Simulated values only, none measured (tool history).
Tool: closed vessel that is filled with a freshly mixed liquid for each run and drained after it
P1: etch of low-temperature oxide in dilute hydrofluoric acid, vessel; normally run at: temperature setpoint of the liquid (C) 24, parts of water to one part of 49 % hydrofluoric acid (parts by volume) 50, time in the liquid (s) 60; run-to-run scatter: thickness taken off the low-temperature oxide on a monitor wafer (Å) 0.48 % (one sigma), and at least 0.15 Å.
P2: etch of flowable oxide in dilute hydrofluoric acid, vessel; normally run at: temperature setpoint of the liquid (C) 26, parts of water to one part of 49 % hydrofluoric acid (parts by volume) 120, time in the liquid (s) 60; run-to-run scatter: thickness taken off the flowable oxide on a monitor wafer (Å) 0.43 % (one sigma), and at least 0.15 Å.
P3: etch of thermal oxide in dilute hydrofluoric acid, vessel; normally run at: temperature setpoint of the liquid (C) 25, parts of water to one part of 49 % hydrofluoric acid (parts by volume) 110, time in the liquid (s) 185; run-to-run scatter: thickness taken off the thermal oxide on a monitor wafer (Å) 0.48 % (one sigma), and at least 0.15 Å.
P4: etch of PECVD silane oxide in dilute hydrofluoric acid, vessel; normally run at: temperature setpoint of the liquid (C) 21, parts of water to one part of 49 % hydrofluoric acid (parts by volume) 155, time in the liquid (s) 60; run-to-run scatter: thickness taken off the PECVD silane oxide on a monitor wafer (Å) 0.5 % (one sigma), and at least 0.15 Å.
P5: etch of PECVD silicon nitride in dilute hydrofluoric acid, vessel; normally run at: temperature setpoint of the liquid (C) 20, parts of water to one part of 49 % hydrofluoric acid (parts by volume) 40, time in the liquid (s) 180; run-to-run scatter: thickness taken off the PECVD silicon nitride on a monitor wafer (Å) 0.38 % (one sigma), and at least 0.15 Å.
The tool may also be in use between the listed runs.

run   hour  process that ran  temperature setpoint of the liquid (C)  parts of water to one part of 49 % hydrofluoric acid (parts by volume)  time in the liquid (s)  hours since the thermometer was replaced  hours since the hydrofluoric acid flow meter was replaced  thickness taken off the low-temperature oxide on a monitor wafer (Å)  thickness taken off the PECVD silane oxide on a monitor wafer (Å)  thickness taken off the thermal oxide on a monitor wafer (Å)  thickness taken off the flowable oxide on a monitor wafer (Å)  thickness taken off the PECVD silicon nitride on a monitor wafer (Å)
  1    7.4                P1                                      24                                                                      50                      60                                     773.9                                                     1005.4                                                                237.62
  2   15.9                P1                                      24                                                                      50                      60                                     782.4                                                     1013.9                                                                241.08
  3   22.7                P4                                      25                                                                     155                      60                                     789.2                                                     1020.7                                                                                                                                   157.84
  4   29.4                P3                                      25                                                                     170                     185                                     795.9                                                     1027.4                                                                                                                                                                                                 49.027
  5   37.7                P2                                      26                                                                     120                      30                                     804.2                                                     1035.7                                                                                                                                                                                                                                                                102.67
  6   48.2                P2                                      26                                                                     120                      60                                     814.7                                                     1046.2                                                                                                                                                                                                                                                                203.76
  7   53.5                P1                                      24                                                                      30                      60                                       820                                                     1051.5                                                                406.75
  8   59.2                P5                                    28.5                                                                      40                     180                                     825.7                                                     1057.2                                                                                                                                                                                                                                                                                                                                      130.42
  9   64.3                P1                                      24                                                                      50                      60                                     830.8                                                     1062.3                                                                238.69
 10   75.4                P5                                      20                                                                      40                     180                                     841.9                                                     1073.4                                                                                                                                                                                                                                                                                                                                      72.937
 11   83.5                P3                                      25                                                                     110                     185                                       850                                                     1081.5                                                                                                                                                                                                 80.097
 12   93.2                P1                                      24                                                                      50                      60                                     859.7                                                     1091.2                                                                239.48
 13  102.1                P1                                      24                                                                      50                      60                                     868.6                                                     1100.1                                                                239.29
 14  110.5                P1                                      24                                                                      50                      30                                       877                                                     1108.5                                                                119.86
 15    122                P4                                      21                                                                     155                      60                                     888.5                                                       1120                                                                                                                                   134.01
 16  131.1                P1                                      28                                                                      50                      60                                     897.6                                                     1129.1                                                                282.09
 17  140.5                P4                                      21                                                                     250                      60                                       907                                                     1138.5                                                                                                                                   77.191
 18    151                P5                                      20                                                                      20                     180                                     917.5                                                       1149                                                                                                                                                                                                                                                                                                                                         143
 19  161.3                P1                                      17                                                                      50                      60                                     927.8                                                     1159.3                                                                179.06
 20    169                P1                                      24                                                                      70                      95                                     935.5                                                       1167                                                                262.72
 21  177.3                P2                                    18.5                                                                     120                      60                                     943.8                                                     1175.3                                                                                                                                                                                                                                                                151.35
 22  188.7                P4                                      21                                                                     155                      30                                     955.2                                                     1186.7                                                                                                                                    68.07
 23  194.3                P3                                      25                                                                     110                      55                                     960.8                                                     1192.3                                                                                                                                                                                                 24.135
 24  200.1                P3                                      20                                                                     110                     185                                     966.6                                                     1198.1                                                                                                                                                                                                 66.606
 25  207.7                P1                                      24                                                                      50                     105                                     974.2                                                     1205.7                                                                417.52
 26  219.4                P1                                      24                                                                      50                      60                                     985.9                                                     1217.4                                                                 238.3
 27  229.8                P1                                      24                                                                      75                      60                                     996.3                                                     1227.8                                                                 153.9
 28  236.4                P5                                      20                                                                      40                      50                                    1002.9                                                     1234.4                                                                                                                                                                                                                                                                                                                                      20.189
 29  243.8                P2                                      26                                                                     120                      60                                    1010.3                                                     1241.8                                                                                                                                                                                                                                                                203.63
 30  249.9                P2                                      26                                                                      65                      60                                    1016.4                                                     1247.9                                                                                                                                                                                                                                                                404.03
 31  258.3                P3                                      25                                                                     110                     185                                    1024.8                                                     1256.3                                                                                                                                                                                                 80.881
 32  266.9                P1                                      24                                                                      50                      60                                    1033.4                                                     1264.9                                                                237.64
 33    275                P1                                      24                                                                      50                      60                                    1041.5                                                       1273                                                                243.31
 34  286.3                P1                                      24                                                                      50                      60                                    1052.8                                                     1284.3                                                                250.58
 35  293.3                P1                                      24                                                                      50                      60                                    1059.8                                                     1291.3                                                                248.66
 36  303.6                P1                                      24                                                                      50                      60                                    1070.1                                                     1301.6                                                                254.48
 37  309.7                P1                                      24                                                                      50                      60                                    1076.2                                                     1307.7                                                                255.62
 38  320.9                P1                                      24                                                                      50                      60                                    1087.4                                                     1318.9                                                                252.43
 39  326.8                P1                                      24                                                                      50                      60                                    1093.3                                                     1324.8                                                                254.84
 40  338.5                P1                                      24                                                                      50                      60                                      1105                                                     1336.5                                                                255.89
 41  344.6                P1                                      24                                                                      50                      60                                    1111.1                                                     1342.6                                                                256.41
 42  350.9                P1                                      24                                                                      50                      60                                    1117.4                                                     1348.9                                                                254.13
 43    359                P1                                      24                                                                      50                      60                                    1125.5                                                       1357                                                                256.09

What P1 gives has crept away from where it was. These 2 causes fit the log equally well, each at the size given:
A: hydrofluoric acid flow above the setpoint (%) = 6.51
B: liquid hotter than its thermometer reads (K) = 1.65
The creep began at about hour 266.9.

4 check runs are offered, one wafer each, their results left as question marks. Which one tells the causes apart?
check 1  367.1                P2                                      26                                                                     120                      60                                                                                                                                                                                                                                                                                                                                                                          ?
check 2  367.1                P3                                      25                                                                     110                     185                                                                                                                                                                                                                                                                                                           ?
check 3  367.1                P4                                      21                                                                     155                      60                                                                                                                                                                                                                                             ?
check 4  367.1                P5                                      20                                                                      40                     180                                                                                                                                                                                                                                                                                                                                                                                                                                                ?

What each check would give under each cause:
  check                                                                result    if A    if B
check 1         thickness taken off the flowable oxide on a monitor wafer (Å)  218.95  216.88
check 2          thickness taken off the thermal oxide on a monitor wafer (Å)  87.051  86.391
check 3     thickness taken off the PECVD silane oxide on a monitor wafer (Å)  145.37  144.08
check 4  thickness taken off the PECVD silicon nitride on a monitor wafer (Å)  77.994   82.28
How far apart the two closest causes lie, in the result that separates them most: check 1 0.95 %; check 2 0.76 %; check 3 0.89 %; check 4 5.35 %
Check 4 tells the causes apart: in the others they would give nearly the same result.

Check 4 was then run and gave: thickness taken off the PECVD silicon nitride on a monitor wafer (Å) 77.899. Which cause is it?

It is A: hydrofluoric acid flow above the setpoint (%).

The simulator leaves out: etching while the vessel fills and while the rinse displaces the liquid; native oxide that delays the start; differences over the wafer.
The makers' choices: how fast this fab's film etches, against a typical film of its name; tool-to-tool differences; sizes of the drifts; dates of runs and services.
